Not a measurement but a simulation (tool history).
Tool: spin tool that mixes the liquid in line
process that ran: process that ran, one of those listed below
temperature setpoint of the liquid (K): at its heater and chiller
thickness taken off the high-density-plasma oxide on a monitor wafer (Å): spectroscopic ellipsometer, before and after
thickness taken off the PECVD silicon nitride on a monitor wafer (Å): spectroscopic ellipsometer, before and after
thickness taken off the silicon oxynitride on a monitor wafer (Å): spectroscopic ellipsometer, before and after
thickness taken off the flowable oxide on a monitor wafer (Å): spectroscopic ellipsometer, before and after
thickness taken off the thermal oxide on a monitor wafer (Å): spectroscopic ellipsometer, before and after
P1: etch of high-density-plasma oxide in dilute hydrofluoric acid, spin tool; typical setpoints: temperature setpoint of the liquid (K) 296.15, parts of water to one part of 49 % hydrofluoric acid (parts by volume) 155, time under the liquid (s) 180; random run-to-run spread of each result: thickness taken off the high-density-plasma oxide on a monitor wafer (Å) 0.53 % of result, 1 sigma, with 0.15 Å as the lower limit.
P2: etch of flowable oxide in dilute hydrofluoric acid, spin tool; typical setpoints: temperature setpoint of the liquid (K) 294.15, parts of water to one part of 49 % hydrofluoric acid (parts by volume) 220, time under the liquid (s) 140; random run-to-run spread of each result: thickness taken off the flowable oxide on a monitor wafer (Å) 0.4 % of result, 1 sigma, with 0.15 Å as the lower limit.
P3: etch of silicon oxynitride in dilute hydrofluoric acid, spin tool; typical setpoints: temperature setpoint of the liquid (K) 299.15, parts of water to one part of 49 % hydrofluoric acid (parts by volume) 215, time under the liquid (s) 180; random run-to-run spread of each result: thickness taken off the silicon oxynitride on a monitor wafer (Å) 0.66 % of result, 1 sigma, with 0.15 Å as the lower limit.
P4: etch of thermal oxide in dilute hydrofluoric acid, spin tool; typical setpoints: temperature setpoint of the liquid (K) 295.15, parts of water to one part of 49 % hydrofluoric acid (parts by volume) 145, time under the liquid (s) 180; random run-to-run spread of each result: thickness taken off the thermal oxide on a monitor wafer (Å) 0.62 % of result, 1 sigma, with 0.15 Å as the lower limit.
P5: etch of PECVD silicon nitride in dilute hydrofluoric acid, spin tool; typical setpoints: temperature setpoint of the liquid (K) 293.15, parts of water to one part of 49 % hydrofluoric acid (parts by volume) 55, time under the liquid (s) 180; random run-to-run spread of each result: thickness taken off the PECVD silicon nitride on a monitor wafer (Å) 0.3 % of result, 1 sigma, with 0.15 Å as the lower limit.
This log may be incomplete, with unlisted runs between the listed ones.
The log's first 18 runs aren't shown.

| run | hour | process that ran | temperature setpoint of the liquid (K) | parts of water to one part of 49 % hydrofluoric acid (parts by volume) | time under the liquid (s) | hours since the thermometer was replaced | hours since the hydrofluoric acid flow meter was replaced | thickness taken off the high-density-plasma oxide on a monitor wafer (Å) | thickness taken off the PECVD silicon nitride on a monitor wafer (Å) | thickness taken off the silicon oxynitride on a monitor wafer (Å) | thickness taken off the flowable oxide on a monitor wafer (Å) | thickness taken off the thermal oxide on a monitor wafer (Å) |
|---|---|---|---|---|---|---|---|---|---|---|---|---|
| 19 | 142.2 | P3 | 299.15 | 215 | 180 | 413.3 | 7.6 |  |  | 32.266 |  |  |
| 20 | 149.8 | P2 | 294.15 | 220 | 140 | 420.9 | 15.2 |  |  |  | 185.820 |  |
| 21 | 155.8 | P4 | 295.15 | 145 | 180 | 426.9 | 21.2 |  |  |  |  | 51.921 |
| 22 | 165.2 | P1 | 296.15 | 155 | 340 | 436.3 | 30.6 | 98.287 |  |  |  |  |
| 23 | 172.8 | P1 | 296.15 | 155 | 85 | 443.9 | 38.2 | 24.788 |  |  |  |  |
| 24 | 179.1 | P4 | 295.15 | 145 | 290 | 450.2 | 44.5 |  |  |  |  | 82.627 |
| 25 | 188.1 | P1 | 296.15 | 275 | 265 | 459.2 | 53.5 | 38.559 |  |  |  |  |
| 26 | 198.1 | P5 | 293.15 | 105 | 180 | 469.2 | 63.5 |  | 72.875 |  |  |  |
| 27 | 207.1 | P1 | 296.15 | 155 | 180 | 478.2 | 72.5 | 53.320 |  |  |  |  |
| 28 | 214.9 | P1 | 296.15 | 155 | 180 | 486.0 | 80.3 | 53.012 |  |  |  |  |
| 29 | 223.4 | P4 | 295.15 | 85 | 180 | 494.5 | 88.8 |  |  |  |  | 94.685 |
| 30 | 234.5 | P2 | 294.15 | 220 | 140 | 505.6 | 99.9 |  |  |  | 184.640 |  |
| 31 | 244.7 | P5 | 301.15 | 55 | 180 | 515.8 | 110.1 |  | 235.330 |  |  |  |
| 32 | 250.8 | P4 | 290.15 | 145 | 180 | 521.9 | 116.2 |  |  |  |  | 42.309 |
| 33 | 260.1 | P1 | 296.15 | 155 | 180 | 531.2 | 125.5 | 53.142 |  |  |  |  |
| 34 | 267.2 | P1 | 296.15 | 155 | 180 | 538.3 | 132.6 | 51.630 |  |  |  |  |
| 35 | 276.1 | P1 | 296.15 | 155 | 180 | 547.2 | 141.5 | 50.337 |  |  |  |  |
| 36 | 281.4 | P1 | 296.15 | 155 | 180 | 552.5 | 146.8 | 49.295 |  |  |  |  |
| 37 | 286.5 | P1 | 296.15 | 155 | 180 | 557.6 | 151.9 | 49.759 |  |  |  |  |
| 38 | 293.8 | P1 | 296.15 | 155 | 180 | 564.9 | 159.2 | 48.665 |  |  |  |  |
| 39 | 299.1 | P1 | 296.15 | 155 | 180 | 570.2 | 164.5 | 48.330 |  |  |  |  |

Run 40, settings as shown, results not yet in. Your forecast:
| 40 | 308.0 | P1 | 296.15 | 155 | 180 | 579.1 | 173.4 | ? |  |  |  |  |

thickness taken off the high-density-plasma oxide on a monitor wafer (Å): 49.166
